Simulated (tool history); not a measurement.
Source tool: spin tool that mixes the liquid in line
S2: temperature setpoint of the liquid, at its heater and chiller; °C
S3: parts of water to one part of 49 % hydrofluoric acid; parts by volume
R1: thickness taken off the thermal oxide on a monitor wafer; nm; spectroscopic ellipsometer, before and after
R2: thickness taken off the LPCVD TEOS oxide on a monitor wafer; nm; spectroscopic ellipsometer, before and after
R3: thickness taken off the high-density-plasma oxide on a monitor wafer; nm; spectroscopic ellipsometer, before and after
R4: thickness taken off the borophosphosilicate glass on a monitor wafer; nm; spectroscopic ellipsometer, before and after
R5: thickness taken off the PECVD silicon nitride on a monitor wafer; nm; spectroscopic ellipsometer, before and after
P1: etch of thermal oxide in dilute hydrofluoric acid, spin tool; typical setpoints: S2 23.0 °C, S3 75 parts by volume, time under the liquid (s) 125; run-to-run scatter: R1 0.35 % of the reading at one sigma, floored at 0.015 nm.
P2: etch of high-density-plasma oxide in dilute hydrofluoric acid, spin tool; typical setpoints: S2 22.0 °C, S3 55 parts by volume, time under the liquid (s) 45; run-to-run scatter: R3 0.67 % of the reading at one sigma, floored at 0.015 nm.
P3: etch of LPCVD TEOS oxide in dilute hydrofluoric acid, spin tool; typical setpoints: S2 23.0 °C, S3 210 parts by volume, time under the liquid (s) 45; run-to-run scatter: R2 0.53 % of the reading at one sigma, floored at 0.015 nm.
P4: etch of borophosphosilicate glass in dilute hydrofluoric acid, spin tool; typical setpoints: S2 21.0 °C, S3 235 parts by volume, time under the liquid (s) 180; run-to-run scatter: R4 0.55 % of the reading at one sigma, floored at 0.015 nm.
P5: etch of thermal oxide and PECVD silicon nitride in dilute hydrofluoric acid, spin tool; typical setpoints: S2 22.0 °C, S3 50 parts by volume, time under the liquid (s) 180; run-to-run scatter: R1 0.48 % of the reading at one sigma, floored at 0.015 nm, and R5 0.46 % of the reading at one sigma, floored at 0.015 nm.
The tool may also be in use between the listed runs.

Run 1, day 0.200: process that ran P1, S2 23.0 °C, S3 75 parts by volume, time under the liquid (s) 125. Result: R1 8.5062 nm.
Run 2, day 0.429: process that ran P1, S2 23.0 °C, S3 75 parts by volume, time under the liquid (s) 125. Result: R1 8.4954 nm.
Run 3, day 0.608: process that ran P3, S2 23.0 °C, S3 210 parts by volume, time under the liquid (s) 45. Result: R2 10.231 nm.
Run 4, day 0.933: process that ran P2, S2 22.0 °C, S3 85 parts by volume, time under the liquid (s) 45. Result: R3 2.7372 nm.
Run 5, day 1.325: process that ran P3, S2 23.0 °C, S3 135 parts by volume, time under the liquid (s) 45. Result: R2 16.992 nm.
Run 6, day 1.683: process that ran P1, S2 23.0 °C, S3 25 parts by volume, time under the liquid (s) 125. Result: R1 27.2940 nm.
Run 7, day 1.950: process that ran P4, S2 21.0 °C, S3 235 parts by volume, time under the liquid (s) 180. Result: R4 22.1200 nm.
Run 8, day 2.271: process that ran P4, S2 21.0 °C, S3 235 parts by volume, time under the liquid (s) 45. Result: R4 5.5306 nm.
Run 9, day 2.558: process that ran P1, S2 23.0 °C, S3 75 parts by volume, time under the liquid (s) 125. Result: R1 8.5059 nm.
Run 10, day 2.800: process that ran P1, S2 23.0 °C, S3 75 parts by volume, time under the liquid (s) 250. Result: R1 17.0000 nm.
Run 11, day 3.179: process that ran P4, S2 21.0 °C, S3 235 parts by volume, time under the liquid (s) 180. Result: R4 21.9090 nm.
Run 12, day 3.504: process that ran P2, S2 22.0 °C, S3 55 parts by volume, time under the liquid (s) 45. Result: R3 4.3352 nm.
Run 13, day 3.812: process that ran P1, S2 23.0 °C, S3 75 parts by volume, time under the liquid (s) 125. Result: R1 8.5174 nm.
Run 14, day 4.000: process that ran P1, S2 23.0 °C, S3 75 parts by volume, time under the liquid (s) 125. Result: R1 8.4621 nm.
Run 15, day 4.396: process that ran P4, S2 21.0 °C, S3 380 parts by volume, time under the liquid (s) 180. Result: R4 12.0120 nm.
Run 16, day 4.596: process that ran P1, S2 23.0 °C, S3 75 parts by volume, time under the liquid (s) 15. Result: R1 1.0220 nm.
Run 17, day 4.862: process that ran P1, S2 28.5 °C, S3 75 parts by volume, time under the liquid (s) 125. Result: R1 10.5350 nm.
Run 18, day 5.225: process that ran P5, S2 22.0 °C, S3 30 parts by volume, time under the liquid (s) 180. Result: R1 28.4890 nm, R5 16.790 nm.
Run 19, day 5.529: process that ran P3, S2 27.0 °C, S3 210 parts by volume, time under the liquid (s) 45. Result: R2 11.707 nm.
Run 20, day 5.854: process that ran P2, S2 27.0 °C, S3 55 parts by volume, time under the liquid (s) 45. Result: R3 5.2827 nm.
Run 21, day 6.154: process that ran P4, S2 17.0 °C, S3 235 parts by volume, time under the liquid (s) 180. Result: R4 18.8870 nm.
Run 22, day 6.512: process that ran P5, S2 30.0 °C, S3 50 parts by volume, time under the liquid (s) 180. Result: R1 23.1000 nm, R5 17.583 nm.
Run 23, day 6.862: process that ran P1, S2 17.0 °C, S3 120 parts by volume, time under the liquid (s) 125. Result: R1 3.9463 nm.
Run 24, day 7.121: process that ran P5, S2 22.0 °C, S3 50 parts by volume, time under the liquid (s) 330. Result: R1 30.6130 nm, R5 18.869 nm.
Run 25, day 7.508: process that ran P3, S2 23.0 °C, S3 210 parts by volume, time under the liquid (s) 20. Result: R2 4.529 nm.
Run 26, day 7.825: process that ran P1, S2 23.0 °C, S3 125 parts by volume, time under the liquid (s) 125. Result: R1 4.7898 nm.
Run 27, day 8.100: process that ran P1, S2 17.0 °C, S3 75 parts by volume, time under the liquid (s) 125. Result: R1 6.5875 nm.
Run 28, day 8.429: process that ran P2, S2 22.0 °C, S3 55 parts by volume, time under the liquid (s) 65. Result: R3 6.2456 nm.
Run 29, day 8.767: process that ran P3, S2 23.0 °C, S3 210 parts by volume, time under the liquid (s) 45. Result: R2 10.197 nm.
Run 30, day 9.121: process that ran P5, S2 22.0 °C, S3 50 parts by volume, time under the liquid (s) 180. Result: R1 16.4650 nm, R5 10.254 nm.
Run 31, day 9.304: process that ran P1, S2 23.0 °C, S3 75 parts by volume, time under the liquid (s) 125. Result: R1 8.5029 nm.
Run 32, day 9.683: process that ran P1, S2 23.0 °C, S3 75 parts by volume, time under the liquid (s) 125. Result: R1 8.1830 nm.
Run 33, day 9.908: process that ran P1, S2 23.0 °C, S3 75 parts by volume, time under the liquid (s) 125. Result: R1 8.1097 nm.
Run 34, day 10.271: process that ran P1, S2 23.0 °C, S3 75 parts by volume, time under the liquid (s) 125. Result: R1 7.9690 nm.
Run 35, day 10.458: process that ran P1, S2 23.0 °C, S3 75 parts by volume, time under the liquid (s) 125. Result: R1 8.0658 nm.
Run 36, day 10.738: process that ran P1, S2 23.0 °C, S3 75 parts by volume, time under the liquid (s) 125. Result: R1 7.9267 nm.
Run 37, day 10.950: process that ran P1, S2 23.0 °C, S3 75 parts by volume, time under the liquid (s) 125. Result: R1 8.0270 nm.
Run 38, day 11.242: process that ran P1, S2 23.0 °C, S3 75 parts by volume, time under the liquid (s) 125. Result: R1 7.9681 nm.

Compared with where it was, what P1 gives has crept away. Each cause listed below fits the log as well as the rest, at the size given for it:
A: hydrofluoric acid flow below the setpoint (%) = 5.64
B: liquid colder than its thermometer reads (K) = 1.56
The gradual shift began around day 9.304.

Below are 4 check runs, each on a single wafer, with their results shown as question marks. Which of them would tell the listed causes apart, meaning the causes would give clearly different results under it?
Run check 1, day 11.533: process that ran P4, S2 21.0 °C, S3 235 parts by volume, time under the liquid (s) 180. Result: R4 ?.
Run check 2, day 11.533: process that ran P2, S2 22.0 °C, S3 55 parts by volume, time under the liquid (s) 45. Result: R3 ?.
Run check 3, day 11.533: process that ran P3, S2 23.0 °C, S3 210 parts by volume, time under the liquid (s) 45. Result: R2 ?.
Run check 4, day 11.533: process that ran P5, S2 22.0 °C, S3 50 parts by volume, time under the liquid (s) 180. Result: R1 ?, R5 ?.

What each check would give under each cause:
  check  result     if A     if B
check 1      R4  20.5310  20.7940
check 2      R3   4.0928   4.0799
check 3      R2   9.4463   9.5658
check 4      R1  15.6010  15.5420
check 4      R5   9.7322   9.2509
Distance between the nearest two causes, measured in the result of the check that separates them most: check 1 1.27 %; check 2 0.32 %; check 3 1.26 %; check 4 5.07 %
Only in check 4 would the causes give clearly different results; in the remaining checks their results would be nearly the same.

Check 4 was then run and gave: R1 15.4100 nm; R5 9.2259 nm. Which cause is it?

Of the candidate causes, it is B: liquid colder than its thermometer reads (K).
